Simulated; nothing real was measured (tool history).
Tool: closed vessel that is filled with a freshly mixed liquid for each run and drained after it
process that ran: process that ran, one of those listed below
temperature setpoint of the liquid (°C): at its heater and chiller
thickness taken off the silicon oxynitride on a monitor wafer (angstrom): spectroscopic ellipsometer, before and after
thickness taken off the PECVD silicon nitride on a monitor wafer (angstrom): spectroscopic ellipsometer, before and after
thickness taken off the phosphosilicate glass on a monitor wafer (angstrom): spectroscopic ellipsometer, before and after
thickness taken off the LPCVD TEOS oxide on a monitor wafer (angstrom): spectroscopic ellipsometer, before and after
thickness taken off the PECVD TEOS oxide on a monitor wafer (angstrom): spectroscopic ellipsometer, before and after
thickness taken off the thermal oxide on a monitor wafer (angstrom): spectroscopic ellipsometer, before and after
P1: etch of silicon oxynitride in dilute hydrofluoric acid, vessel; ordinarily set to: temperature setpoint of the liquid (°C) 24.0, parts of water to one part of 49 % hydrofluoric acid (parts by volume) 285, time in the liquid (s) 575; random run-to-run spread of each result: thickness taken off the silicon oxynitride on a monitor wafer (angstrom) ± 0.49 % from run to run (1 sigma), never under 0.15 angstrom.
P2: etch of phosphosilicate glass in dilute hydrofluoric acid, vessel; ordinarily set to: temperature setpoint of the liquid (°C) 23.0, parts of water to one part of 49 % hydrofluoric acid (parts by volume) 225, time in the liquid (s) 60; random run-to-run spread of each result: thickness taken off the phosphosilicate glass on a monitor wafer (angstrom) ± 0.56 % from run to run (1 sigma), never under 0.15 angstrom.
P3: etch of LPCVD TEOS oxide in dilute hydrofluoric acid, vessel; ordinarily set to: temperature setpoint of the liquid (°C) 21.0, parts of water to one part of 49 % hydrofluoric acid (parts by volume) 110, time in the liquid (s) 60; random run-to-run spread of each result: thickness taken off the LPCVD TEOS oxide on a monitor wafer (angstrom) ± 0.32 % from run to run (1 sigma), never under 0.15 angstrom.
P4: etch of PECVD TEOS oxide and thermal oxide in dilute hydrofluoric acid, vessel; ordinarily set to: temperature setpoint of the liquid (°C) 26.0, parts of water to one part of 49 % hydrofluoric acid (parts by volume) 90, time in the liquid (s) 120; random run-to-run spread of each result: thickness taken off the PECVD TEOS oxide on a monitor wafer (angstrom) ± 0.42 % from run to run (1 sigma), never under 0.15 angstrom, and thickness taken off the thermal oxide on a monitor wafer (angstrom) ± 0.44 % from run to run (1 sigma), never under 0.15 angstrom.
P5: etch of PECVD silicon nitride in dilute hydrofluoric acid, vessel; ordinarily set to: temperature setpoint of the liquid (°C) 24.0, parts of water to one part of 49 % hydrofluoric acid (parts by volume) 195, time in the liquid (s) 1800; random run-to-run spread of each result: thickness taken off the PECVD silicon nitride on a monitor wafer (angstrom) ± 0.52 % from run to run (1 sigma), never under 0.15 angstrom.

| run | day | process that ran | temperature setpoint of the liquid (°C) | parts of water to one part of 49 % hydrofluoric acid (parts by volume) | time in the liquid (s) | hours since the thermometer was replaced | hours since the hydrofluoric acid flow meter was replaced | thickness taken off the silicon oxynitride on a monitor wafer (angstrom) | thickness taken off the PECVD silicon nitride on a monitor wafer (angstrom) | thickness taken off the phosphosilicate glass on a monitor wafer (angstrom) | thickness taken off the LPCVD TEOS oxide on a monitor wafer (angstrom) | thickness taken off the PECVD TEOS oxide on a monitor wafer (angstrom) | thickness taken off the thermal oxide on a monitor wafer (angstrom) |
|---|---|---|---|---|---|---|---|---|---|---|---|---|---|
| 1 | 0.262 | P1 | 24.0 | 285 | 575 | 1525.3 | 526.0 | 62.982 |  |  |  |  |  |
| 2 | 0.550 | P5 | 24.0 | 195 | 780 | 1532.2 | 532.9 |  | 68.548 |  |  |  |  |
| 3 | 1.142 | P1 | 24.0 | 285 | 575 | 1546.4 | 547.1 | 64.361 |  |  |  |  |  |
| 4 | 1.525 | P1 | 24.0 | 285 | 865 | 1555.6 | 556.3 | 95.819 |  |  |  |  |  |
| 5 | 2.025 | P2 | 23.0 | 225 | 60 | 1567.6 | 568.3 |  |  | 212.29 |  |  |  |
| 6 | 2.283 | P3 | 21.0 | 170 | 60 | 1573.8 | 574.5 |  |  |  | 113.68 |  |  |
| 7 | 2.554 | P4 | 26.0 | 90 | 195 | 1580.3 | 581.0 |  |  |  |  | 205.66 | 110.280 |
| 8 | 3.021 | P4 | 26.0 | 25 | 120 | 1591.5 | 592.2 |  |  |  |  | 496.82 | 266.050 |
| 9 | 3.504 | P5 | 31.0 | 195 | 1800 | 1603.1 | 603.8 |  | 240.810 |  |  |  |  |
| 10 | 4.033 | P2 | 23.0 | 370 | 60 | 1615.8 | 616.5 |  |  | 112.52 |  |  |  |
| 11 | 4.371 | P1 | 17.0 | 285 | 575 | 1623.9 | 624.6 | 46.564 |  |  |  |  |  |
| 12 | 4.688 | P1 | 24.0 | 70 | 815 | 1631.5 | 632.2 | 432.390 |  |  |  |  |  |
| 13 | 5.096 | P4 | 26.0 | 90 | 120 | 1641.3 | 642.0 |  |  |  |  | 126.71 | 67.678 |
| 14 | 5.658 | P1 | 24.0 | 285 | 575 | 1654.8 | 655.5 | 63.633 |  |  |  |  |  |
|  | 6.229 | hydrofluoric acid flow meter replaced |
| 15 | 6.242 | P2 | 19.0 | 225 | 60 | 1668.8 | 0.4 |  |  | 184.71 |  |  |  |
| 16 | 6.796 | P4 | 21.5 | 90 | 120 | 1682.1 | 13.7 |  |  |  |  | 105.68 | 56.105 |
| 17 | 7.129 | P2 | 23.0 | 225 | 60 | 1690.1 | 21.7 |  |  | 211.52 |  |  |  |
| 18 | 7.417 | P2 | 23.0 | 225 | 35 | 1697.0 | 28.6 |  |  | 123.20 |  |  |  |
| 19 | 7.883 | P5 | 24.0 | 70 | 1800 | 1708.2 | 39.8 |  | 432.380 |  |  |  |  |
| 20 | 8.192 | P3 | 21.0 | 110 | 95 | 1715.6 | 47.2 |  |  |  | 297.07 |  |  |
| 21 | 8.733 | P1 | 24.0 | 285 | 575 | 1728.6 | 60.2 | 62.775 |  |  |  |  |  |
| 22 | 9.217 | P1 | 20.5 | 285 | 1095 | 1740.2 | 71.8 | 103.300 |  |  |  |  |  |
| 23 | 9.779 | P1 | 24.0 | 285 | 315 | 1753.7 | 85.3 | 35.000 |  |  |  |  |  |
| 24 | 10.246 | P3 | 21.0 | 110 | 60 | 1764.9 | 96.5 |  |  |  | 187.77 |  |  |
| 25 | 10.558 | P1 | 24.0 | 90 | 575 | 1772.4 | 104.0 | 234.330 |  |  |  |  |  |
| 26 | 10.954 | P1 | 28.0 | 285 | 575 | 1781.9 | 113.5 | 75.820 |  |  |  |  |  |
| 27 | 11.321 | P3 | 17.0 | 110 | 60 | 1790.7 | 122.3 |  |  |  | 159.59 |  |  |
| 28 | 11.879 | P1 | 24.0 | 405 | 575 | 1804.1 | 135.7 | 41.219 |  |  |  |  |  |
| 29 | 12.371 | P5 | 24.0 | 195 | 1800 | 1815.9 | 147.5 |  | 156.630 |  |  |  |  |
| 30 | 12.867 | P1 | 24.0 | 285 | 575 | 1827.8 | 159.4 | 63.357 |  |  |  |  |  |
| 31 | 13.125 | P1 | 24.0 | 285 | 575 | 1834.0 | 165.6 | 64.762 |  |  |  |  |  |
| 32 | 13.400 | P1 | 24.0 | 285 | 575 | 1840.6 | 172.2 | 65.046 |  |  |  |  |  |
| 33 | 13.725 | P1 | 24.0 | 285 | 575 | 1848.4 | 180.0 | 65.365 |  |  |  |  |  |
| 34 | 14.138 | P1 | 24.0 | 285 | 575 | 1858.3 | 189.9 | 67.097 |  |  |  |  |  |
| 35 | 14.412 | P1 | 24.0 | 285 | 575 | 1864.9 | 196.5 | 67.547 |  |  |  |  |  |
| 36 | 14.829 | P1 | 24.0 | 285 | 575 | 1874.9 | 206.5 | 67.558 |  |  |  |  |  |
| 37 | 15.088 | P1 | 24.0 | 285 | 575 | 1881.1 | 212.7 | 67.437 |  |  |  |  |  |
| 38 | 15.429 | P1 | 24.0 | 285 | 575 | 1889.3 | 220.9 | 67.436 |  |  |  |  |  |
| 39 | 16.008 | P1 | 24.0 | 285 | 575 | 1903.2 | 234.8 | 67.948 |  |  |  |  |  |
| 40 | 16.288 | P1 | 24.0 | 285 | 575 | 1909.9 | 241.5 | 67.832 |  |  |  |  |  |

What P1 gives has crept away from where it was. These 2 causes fit the log equally well, each at the size given:
A: hydrofluoric acid flow above the setpoint (%) = 5.92
B: liquid hotter than its thermometer reads (K) = 1.63
Creep in the process output first set in at about day 12.867.

Each of the 4 check runs below uses one wafer; its results are left as question marks. Which run tells the causes apart?
| check 1 | 16.567 | P2 | 23.0 | 225 | 60 |  |  |  |  | ? |  |  |  |
| check 2 | 16.567 | P5 | 24.0 | 195 | 1800 |  |  |  | ? |  |  |  |  |
| check 3 | 16.567 | P3 | 21.0 | 110 | 60 |  |  |  |  |  | ? |  |  |
| check 4 | 16.567 | P4 | 26.0 | 90 | 120 |  |  |  |  |  |  | ? | ? |

Expected result of each check under each candidate cause:
| check | result | if A | if B |
|---|---|---|---|
| check 1 | thickness taken off the phosphosilicate glass on a monitor wafer (angstrom) | 228.15 | 225.64 |
| check 2 | thickness taken off the PECVD silicon nitride on a monitor wafer (angstrom) | 166.720 | 174.490 |
| check 3 | thickness taken off the LPCVD TEOS oxide on a monitor wafer (angstrom) | 200.68 | 200.87 |
| check 4 | thickness taken off the PECVD TEOS oxide on a monitor wafer (angstrom) | 134.79 | 134.70 |
| check 4 | thickness taken off the thermal oxide on a monitor wafer (angstrom) | 71.763 | 71.714 |
Distance between the nearest two causes, measured in the result of the check that separates them most: check 1 1.11 %; check 2 4.56 %; check 3 0.09 %; check 4 0.07 %
Only in check 2 would the causes give clearly different results; in the remaining checks their results would be nearly the same.

Then check 2 was run and gave: thickness taken off the PECVD silicon nitride on a monitor wafer (angstrom) 174.830. Which cause is it?

It was cause B: liquid hotter than its thermometer reads (K).

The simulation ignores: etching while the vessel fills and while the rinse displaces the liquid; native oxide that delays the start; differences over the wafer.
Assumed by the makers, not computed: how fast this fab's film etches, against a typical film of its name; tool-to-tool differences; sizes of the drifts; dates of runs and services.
